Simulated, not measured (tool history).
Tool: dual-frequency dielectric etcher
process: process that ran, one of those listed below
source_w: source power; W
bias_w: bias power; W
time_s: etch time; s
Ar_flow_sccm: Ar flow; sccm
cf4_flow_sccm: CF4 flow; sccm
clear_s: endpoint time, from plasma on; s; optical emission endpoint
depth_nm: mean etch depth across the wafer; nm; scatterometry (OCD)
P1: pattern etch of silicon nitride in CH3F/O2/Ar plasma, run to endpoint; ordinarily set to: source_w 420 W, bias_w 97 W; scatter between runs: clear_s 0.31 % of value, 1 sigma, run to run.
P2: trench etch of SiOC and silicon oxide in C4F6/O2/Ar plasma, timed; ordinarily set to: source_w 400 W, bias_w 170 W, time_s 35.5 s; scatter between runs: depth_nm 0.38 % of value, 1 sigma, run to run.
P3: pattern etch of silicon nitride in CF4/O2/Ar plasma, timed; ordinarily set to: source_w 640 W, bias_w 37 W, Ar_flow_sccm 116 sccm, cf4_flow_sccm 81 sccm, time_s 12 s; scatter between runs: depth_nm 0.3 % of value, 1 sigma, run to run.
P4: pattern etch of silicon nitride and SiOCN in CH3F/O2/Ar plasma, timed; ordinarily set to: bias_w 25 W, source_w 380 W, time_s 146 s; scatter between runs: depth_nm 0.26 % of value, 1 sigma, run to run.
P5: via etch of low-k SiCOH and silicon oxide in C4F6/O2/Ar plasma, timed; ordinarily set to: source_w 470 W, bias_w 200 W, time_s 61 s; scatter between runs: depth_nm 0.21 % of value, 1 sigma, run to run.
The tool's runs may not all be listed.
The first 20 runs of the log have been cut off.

Run 21, hour 100.6: process P4, source_w 380 W, bias_w 25 W, time_s 146 s. Result: depth_nm 20.324 nm.
Run 22, hour 106.3: process P2, source_w 400 W, bias_w 170 W, time_s 35.5 s. Result: depth_nm 65.839 nm.
Run 23, hour 112.5: process P1, source_w 420 W, bias_w 97 W. Result: clear_s 22.584 s.
Run 24, hour 116.8: process P1, source_w 420 W, bias_w 97 W. Result: clear_s 22.427 s.
Run 25, hour 120.8: process P2, source_w 510 W, bias_w 170 W, time_s 35.5 s. Result: depth_nm 72.535 nm.
Run 26, hour 124.5: process P4, source_w 380 W, bias_w 18 W, time_s 146 s. Result: depth_nm 17.54 nm.
Run 27, hour 130.9: process P1, source_w 420 W, bias_w 97 W. Result: clear_s 22.532 s.
Run 28, hour 134.4: process P5, source_w 470 W, bias_w 200 W, time_s 61 s. Result: depth_nm 188.88 nm.
Run 29, hour 140.5: process P3, source_w 640 W, bias_w 37 W, time_s 12 s, Ar_flow_sccm 116 sccm, cf4_flow_sccm 81 sccm. Result: depth_nm 24.031 nm.
Run 30, hour 145: process P2, source_w 400 W, bias_w 204 W, time_s 35.5 s. Result: depth_nm 69.698 nm.
Run 31, hour 149.4: process P1, source_w 270 W, bias_w 97 W. Result: clear_s 26.64 s.
Run 32, hour 155.2: process P1, source_w 290 W, bias_w 78 W. Result: clear_s 28.085 s.
Run 33, hour 159.4: process P1, source_w 420 W, bias_w 97 W. Result: clear_s 22.565 s.
Run 34, hour 163.1: process P1, source_w 580 W, bias_w 97 W. Result: clear_s 19.954 s.
Run 35, hour 167.6: process P1, source_w 420 W, bias_w 97 W. Result: clear_s 22.586 s.

Predict the results of run 36:
Run 36, hour 170.9: process P1, source_w 420 W, bias_w 97 W. Result: clear_s ?.

{"run 36": {"clear_s": 22.519}}
